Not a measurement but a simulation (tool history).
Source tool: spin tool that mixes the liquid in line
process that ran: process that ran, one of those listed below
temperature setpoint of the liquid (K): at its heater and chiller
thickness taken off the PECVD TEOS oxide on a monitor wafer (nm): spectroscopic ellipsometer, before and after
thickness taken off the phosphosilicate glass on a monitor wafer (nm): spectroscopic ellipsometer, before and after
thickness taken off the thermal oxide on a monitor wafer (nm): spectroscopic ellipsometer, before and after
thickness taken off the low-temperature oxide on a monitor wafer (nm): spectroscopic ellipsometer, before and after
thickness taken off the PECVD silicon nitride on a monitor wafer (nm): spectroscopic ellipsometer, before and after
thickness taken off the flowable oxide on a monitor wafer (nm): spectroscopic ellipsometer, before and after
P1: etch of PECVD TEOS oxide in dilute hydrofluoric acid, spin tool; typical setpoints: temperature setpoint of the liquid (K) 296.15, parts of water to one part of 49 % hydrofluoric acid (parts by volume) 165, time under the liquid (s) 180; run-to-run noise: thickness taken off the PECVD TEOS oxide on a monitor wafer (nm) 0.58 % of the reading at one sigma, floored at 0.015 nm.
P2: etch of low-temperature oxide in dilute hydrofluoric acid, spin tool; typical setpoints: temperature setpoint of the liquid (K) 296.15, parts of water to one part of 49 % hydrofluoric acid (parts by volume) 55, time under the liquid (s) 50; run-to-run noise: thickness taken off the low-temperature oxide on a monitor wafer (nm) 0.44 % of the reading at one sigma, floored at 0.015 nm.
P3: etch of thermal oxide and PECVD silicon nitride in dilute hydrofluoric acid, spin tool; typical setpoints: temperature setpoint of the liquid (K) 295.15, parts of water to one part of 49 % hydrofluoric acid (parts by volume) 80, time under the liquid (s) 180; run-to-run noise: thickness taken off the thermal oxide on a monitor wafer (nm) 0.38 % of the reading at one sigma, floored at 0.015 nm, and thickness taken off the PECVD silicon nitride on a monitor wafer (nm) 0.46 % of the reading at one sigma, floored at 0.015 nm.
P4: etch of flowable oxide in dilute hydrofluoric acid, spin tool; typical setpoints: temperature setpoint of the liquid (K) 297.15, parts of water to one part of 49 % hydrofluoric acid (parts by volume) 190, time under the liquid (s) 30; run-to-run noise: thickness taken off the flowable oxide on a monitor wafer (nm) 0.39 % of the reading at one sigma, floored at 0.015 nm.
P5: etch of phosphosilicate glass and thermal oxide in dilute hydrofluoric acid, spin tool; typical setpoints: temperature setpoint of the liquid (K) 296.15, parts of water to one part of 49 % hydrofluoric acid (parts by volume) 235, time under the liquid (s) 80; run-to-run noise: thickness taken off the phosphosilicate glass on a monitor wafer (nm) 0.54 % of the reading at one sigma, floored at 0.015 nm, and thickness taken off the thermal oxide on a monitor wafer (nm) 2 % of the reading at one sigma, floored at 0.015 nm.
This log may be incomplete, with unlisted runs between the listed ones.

| run | hour | process that ran | temperature setpoint of the liquid (K) | parts of water to one part of 49 % hydrofluoric acid (parts by volume) | time under the liquid (s) | hours since the thermometer was replaced | hours since the hydrofluoric acid flow meter was replaced | thickness taken off the PECVD TEOS oxide on a monitor wafer (nm) | thickness taken off the phosphosilicate glass on a monitor wafer (nm) | thickness taken off the thermal oxide on a monitor wafer (nm) | thickness taken off the low-temperature oxide on a monitor wafer (nm) | thickness taken off the PECVD silicon nitride on a monitor wafer (nm) | thickness taken off the flowable oxide on a monitor wafer (nm) |
|---|---|---|---|---|---|---|---|---|---|---|---|---|---|
| 1 | 10.6 | P1 | 296.15 | 165 | 180 | 453.1 | 1170.5 | 8.4493 |  |  |  |  |  |
| 2 | 22.2 | P5 | 291.15 | 235 | 80 | 464.7 | 1182.1 |  | 16.146 | 1.0856 |  |  |  |
| 3 | 31.1 | P2 | 300.65 | 55 | 50 | 473.6 | 1191 |  |  |  | 25.338 |  |  |
| 4 | 44.4 | P3 | 295.15 | 80 | 180 | 486.9 | 1204.3 |  |  | 9.9001 |  | 9.6316 |  |
| 5 | 57.5 | P4 | 302.65 | 190 | 30 | 500 | 1217.4 |  |  |  |  |  | 12.139 |
| 6 | 64 | P4 | 297.15 | 190 | 30 | 506.5 | 1223.9 |  |  |  |  |  | 9.8598 |
| 7 | 77 | P5 | 296.15 | 235 | 80 | 519.5 | 1236.9 |  | 19.83 | 1.3141 |  |  |  |
| 8 | 85.1 | P1 | 296.15 | 165 | 180 | 527.6 | 1245 | 8.5287 |  |  |  |  |  |
| 9 | 91.9 | P1 | 296.15 | 165 | 325 | 534.4 | 1251.8 | 15.497 |  |  |  |  |  |
|  | 98.2 | hydrofluoric acid flow meter replaced |
| 10 | 98.4 | P1 | 296.15 | 295 | 180 | 540.9 | 0.2 | 4.1738 |  |  |  |  |  |
| 11 | 105 | P1 | 296.15 | 165 | 25 | 547.5 | 6.8 | 1.1941 |  |  |  |  |  |
| 12 | 118.6 | P3 | 295.15 | 80 | 40 | 561.1 | 20.4 |  |  | 2.2438 |  | 2.1255 |  |
| 13 | 128.8 | P5 | 296.15 | 235 | 15 | 571.3 | 30.6 |  | 3.7177 | 0.2506 |  |  |  |
| 14 | 137.1 | P1 | 296.15 | 165 | 180 | 579.6 | 38.9 | 8.4663 |  |  |  |  |  |
| 15 | 148.6 | P1 | 296.15 | 105 | 40 | 591.1 | 50.4 | 3.1962 |  |  |  |  |  |
| 16 | 156.5 | P4 | 297.15 | 190 | 65 | 599 | 58.3 |  |  |  |  |  | 21.424 |
| 17 | 162.5 | P5 | 296.15 | 365 | 80 | 605 | 64.3 |  | 11.27 | 0.75473 |  |  |  |
| 18 | 171.5 | P1 | 296.15 | 165 | 180 | 614 | 73.3 | 8.4202 |  |  |  |  |  |
| 19 | 183.6 | P1 | 296.15 | 165 | 180 | 626.1 | 85.4 | 8.4451 |  |  |  |  |  |
| 20 | 194.5 | P2 | 296.15 | 90 | 50 | 637 | 96.3 |  |  |  | 12.324 |  |  |
| 21 | 204.8 | P1 | 302.65 | 165 | 180 | 647.3 | 106.6 | 10.925 |  |  |  |  |  |
| 22 | 218 | P2 | 296.15 | 55 | 50 | 660.5 | 119.8 |  |  |  | 21.035 |  |  |
| 23 | 231.1 | P2 | 296.15 | 55 | 85 | 673.6 | 132.9 |  |  |  | 35.677 |  |  |
| 24 | 237.9 | P3 | 295.15 | 125 | 180 | 680.4 | 139.7 |  |  | 5.9806 |  | 6.2244 |  |
| 25 | 251.2 | P1 | 290.15 | 165 | 180 | 693.7 | 153 | 6.7298 |  |  |  |  |  |
| 26 | 258.2 | P5 | 296.15 | 235 | 80 | 700.7 | 160 |  | 19.864 | 1.2989 |  |  |  |
| 27 | 271.3 | P1 | 296.15 | 60 | 180 | 713.8 | 173.1 | 26.431 |  |  |  |  |  |
| 28 | 280.5 | P4 | 297.15 | 120 | 30 | 723 | 182.3 |  |  |  |  |  | 17.041 |
| 29 | 290.5 | P3 | 295.15 | 80 | 180 | 733 | 192.3 |  |  | 9.855 |  | 9.5896 |  |
| 30 | 302.9 | P1 | 296.15 | 165 | 180 | 745.4 | 204.7 | 8.4464 |  |  |  |  |  |
| 31 | 313.4 | P3 | 290.15 | 80 | 180 | 755.9 | 215.2 |  |  | 8.007 |  | 6.7729 |  |
| 32 | 321.5 | P1 | 296.15 | 165 | 180 | 764 | 223.3 | 8.4762 |  |  |  |  |  |
| 33 | 329.7 | P1 | 296.15 | 165 | 180 | 772.2 | 231.5 | 8.3688 |  |  |  |  |  |
| 34 | 342 | P1 | 296.15 | 165 | 180 | 784.5 | 243.8 | 8.1333 |  |  |  |  |  |
| 35 | 351.1 | P1 | 296.15 | 165 | 180 | 793.6 | 252.9 | 8.155 |  |  |  |  |  |
| 36 | 363.5 | P1 | 296.15 | 165 | 180 | 806 | 265.3 | 8.0306 |  |  |  |  |  |
| 37 | 372.7 | P1 | 296.15 | 165 | 180 | 815.2 | 274.5 | 8.1436 |  |  |  |  |  |
| 38 | 383.1 | P1 | 296.15 | 165 | 180 | 825.6 | 284.9 | 8.0567 |  |  |  |  |  |
| 39 | 391.7 | P1 | 296.15 | 165 | 180 | 834.2 | 293.5 | 8.0388 |  |  |  |  |  |
| 40 | 399.4 | P1 | 296.15 | 165 | 180 | 841.9 | 301.2 | 8.0938 |  |  |  |  |  |
| 41 | 410.5 | P1 | 296.15 | 165 | 180 | 853 | 312.3 | 7.9655 |  |  |  |  |  |

The log shows P1 creeping away from where it was. Any of the 2 causes listed here, at the size stated for it, fits the log just as well as the others:
A: liquid colder than its thermometer reads (K) = 1.47
B: hydrofluoric acid flow below the setpoint (%) = 4.66
At approximately hour 321.5, the process output began to creep.

Below are 4 check runs, each on a single wafer, with their results shown as question marks. Which of them would tell the listed causes apart, meaning the causes would give clearly different results under it?
| check 1 | 421.6 | P3 | 295.15 | 80 | 180 |  |  |  |  | ? |  | ? |  |
| check 2 | 421.6 | P2 | 296.15 | 55 | 50 |  |  |  |  |  | ? |  |  |
| check 3 | 421.6 | P5 | 296.15 | 235 | 80 |  |  |  | ? | ? |  |  |  |
| check 4 | 421.6 | P4 | 297.15 | 190 | 30 |  |  |  |  |  |  |  | ? |

If the cause were each of the candidates in turn, the checks would give the following:
| check | result | if A | if B |
|---|---|---|---|
| check 1 | thickness taken off the thermal oxide on a monitor wafer (nm) | 9.2897 | 9.3652 |
| check 1 | thickness taken off the PECVD silicon nitride on a monitor wafer (nm) | 8.7199 | 9.1953 |
| check 2 | thickness taken off the low-temperature oxide on a monitor wafer (nm) | 19.788 | 19.985 |
| check 3 | thickness taken off the phosphosilicate glass on a monitor wafer (nm) | 18.663 | 18.568 |
| check 3 | thickness taken off the thermal oxide on a monitor wafer (nm) | 1.243 | 1.2367 |
| check 4 | thickness taken off the flowable oxide on a monitor wafer (nm) | 9.3719 | 9.347 |
Per check, the gap between the least separated pair of causes, taken in the result that splits them most: check 1 5.31 %; check 2 0.99 %; check 3 0.51 %; check 4 0.27 %
Check 1 distinguishes between the causes, while the remaining checks would return nearly the same result for all of them.

The results of check 1 are: thickness taken off the thermal oxide on a monitor wafer (nm) 9.2955; thickness taken off the PECVD silicon nitride on a monitor wafer (nm) 8.7146. Based on these, which of the listed causes is it?

A is the cause: liquid colder than its thermometer reads (K).
